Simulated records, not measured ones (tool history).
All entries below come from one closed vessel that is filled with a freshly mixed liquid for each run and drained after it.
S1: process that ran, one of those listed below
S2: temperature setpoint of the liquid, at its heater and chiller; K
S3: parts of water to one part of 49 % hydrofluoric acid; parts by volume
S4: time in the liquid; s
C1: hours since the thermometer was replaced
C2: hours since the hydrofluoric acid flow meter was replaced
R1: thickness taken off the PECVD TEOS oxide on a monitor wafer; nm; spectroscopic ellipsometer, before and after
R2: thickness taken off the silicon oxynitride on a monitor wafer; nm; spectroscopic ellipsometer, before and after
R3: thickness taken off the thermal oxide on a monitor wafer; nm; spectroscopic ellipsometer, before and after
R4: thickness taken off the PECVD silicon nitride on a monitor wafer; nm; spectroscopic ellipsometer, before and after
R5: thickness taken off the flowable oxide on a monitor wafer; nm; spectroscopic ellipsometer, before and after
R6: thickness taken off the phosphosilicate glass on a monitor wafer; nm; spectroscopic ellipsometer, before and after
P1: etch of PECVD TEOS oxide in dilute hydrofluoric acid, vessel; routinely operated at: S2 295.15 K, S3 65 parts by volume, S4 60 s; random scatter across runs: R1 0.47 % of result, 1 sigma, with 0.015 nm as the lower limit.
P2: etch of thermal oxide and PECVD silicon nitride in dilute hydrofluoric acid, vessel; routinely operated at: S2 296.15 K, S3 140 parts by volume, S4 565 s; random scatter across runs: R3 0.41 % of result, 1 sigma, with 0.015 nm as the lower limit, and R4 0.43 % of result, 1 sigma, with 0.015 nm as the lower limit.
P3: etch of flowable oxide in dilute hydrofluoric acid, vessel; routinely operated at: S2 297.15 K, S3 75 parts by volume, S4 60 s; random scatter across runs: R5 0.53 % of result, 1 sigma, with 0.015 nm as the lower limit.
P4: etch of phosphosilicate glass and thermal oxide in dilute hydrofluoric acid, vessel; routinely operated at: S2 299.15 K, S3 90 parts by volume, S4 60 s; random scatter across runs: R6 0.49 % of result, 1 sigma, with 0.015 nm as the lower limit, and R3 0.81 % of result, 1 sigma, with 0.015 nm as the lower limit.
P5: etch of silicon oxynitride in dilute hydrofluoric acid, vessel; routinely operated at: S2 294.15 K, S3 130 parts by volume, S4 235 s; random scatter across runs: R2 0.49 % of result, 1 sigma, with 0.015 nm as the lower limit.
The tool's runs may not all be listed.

run	day	S1	S2	S3	S4	C1	C2	R1	R2	R3	R4	R5	R6
1	0.383	P1	295.15	65	60	721.4	312.2	12.254					
2	0.7	P5	294.15	130	235	729	319.8		4.6882				
3	1.067	P5	294.15	130	30	737.8	328.6		0.61383				
4	1.462	P2	296.15	140	565	747.3	338.1			16.746	21.014		
5	1.658	P3	297.15	20	60	752	342.8					170.08	
6	2.042	P1	295.15	30	60	761.2	352	27.355					
7	2.338	P1	295.15	65	60	768.3	359.1	11.972					
8	2.683	P1	298.65	65	30	776.6	367.4	6.98					
9	3.008	P1	295.15	90	60	784.4	375.2	8.4565					
10	3.4	P4	299.15	90	60	793.8	384.6			3.3328			45.864
11	3.808	P3	290.65	75	60	803.6	394.4					32.303	
12	4.192	P1	295.15	65	60	812.8	403.6	12.053					
13	4.421	P4	299.15	125	60	818.3	409.1			2.2848			31.441
# day 4.733: thermometer replaced
14	4.783	P3	297.15	75	60	1.3	417.8					41.831	
15	5.142	P1	295.15	65	60	9.9	426.4	12.111					
16	5.567	P1	295.15	65	60	20.1	436.6	12.155					
17	5.883	P2	296.15	140	255	27.7	444.2			7.6862	9.5105		
18	6.3	P4	299.15	90	105	37.7	454.2			5.8654			79.965
19	6.704	P1	295.15	65	60	47.4	463.9	12.092					
20	6.954	P5	294.15	80	235	53.4	469.9		8.0185				
21	7.246	P1	300.15	65	30	60.4	476.9	7.4525					
22	7.654	P5	300.15	130	235	70.2	486.7		6.3264				
23	8.067	P1	295.15	65	90	80.1	496.6	18.29					
24	8.462	P3	297.15	75	30	89.6	506.1					21.044	
25	8.821	P2	303.15	140	565	98.2	514.7			21.931	33.072		
26	9.254	P4	299.15	90	60	108.6	525.1			3.3991			45.492
27	9.45	P1	302.65	65	60	113.3	529.8	16.295					
28	9.754	P1	290.15	65	60	120.6	537.1	9.7419					
29	10.046	P2	296.15	75	565	127.6	544.1			33.766	39.323		
30	10.275	P1	295.15	65	30	133.1	549.6	6.0009					
31	10.575	P4	294.65	90	60	140.3	556.8			2.7874			38.25
32	10.883	P1	295.15	65	60	147.7	564.2	12.102					
33	11.154	P1	295.15	65	60	154.2	570.7	11.91					
34	11.538	P1	295.15	65	60	163.4	579.9	11.652					
35	11.812	P1	295.15	65	60	170	586.5	11.57					
36	12.204	P1	295.15	65	60	179.4	595.9	11.49					
37	12.521	P1	295.15	65	60	187	603.5	11.335					
38	12.875	P1	295.15	65	60	195.5	612	11.427					
39	13.254	P1	295.15	65	60	204.6	621.1	11.378					
40	13.679	P1	295.15	65	60	214.8	631.3	11.324					

What P1 gives has crept off from where it sat before. The 2 causes that follow fit the log equally well, each at the size noted:
A: liquid colder than its thermometer reads (K) = 1.48
B: hydrofluoric acid flow below the setpoint (%) = 5.52
Onset of the creep was near day 10.883.

Of the 4 check runs listed below, each run on one wafer and each result written as a question mark, which would let you distinguish the listed causes because they would give clearly different results?
check 1	14.104	P3	297.15	75	60							?	
check 2	14.104	P4	299.15	90	60					?			?
check 3	14.104	P2	296.15	140	565					?	?		
check 4	14.104	P5	294.15	130	235				?				

What every check run would give for each of its results, assuming each possible cause in turn:
check	result	if A	if B
check 1	R5	39.535	39.448
check 2	R3	3.159	3.1425
check 2	R6	43.133	42.907
check 3	R3	15.869	15.742
check 3	R4	19.23	20.042
check 4	R2	4.4232	4.4621
How far apart the two closest causes lie, in the result that separates them most: check 1 0.22 %; check 2 0.52 %; check 3 4.14 %; check 4 0.87 %
Check 3 distinguishes between the causes, while the remaining checks would return nearly the same result for all of them.

After running check 3, the following was obtained: R3 15.819 nm; R4 20.109 nm. Which cause does this point to?

It was cause B: hydrofluoric acid flow below the setpoint (%).
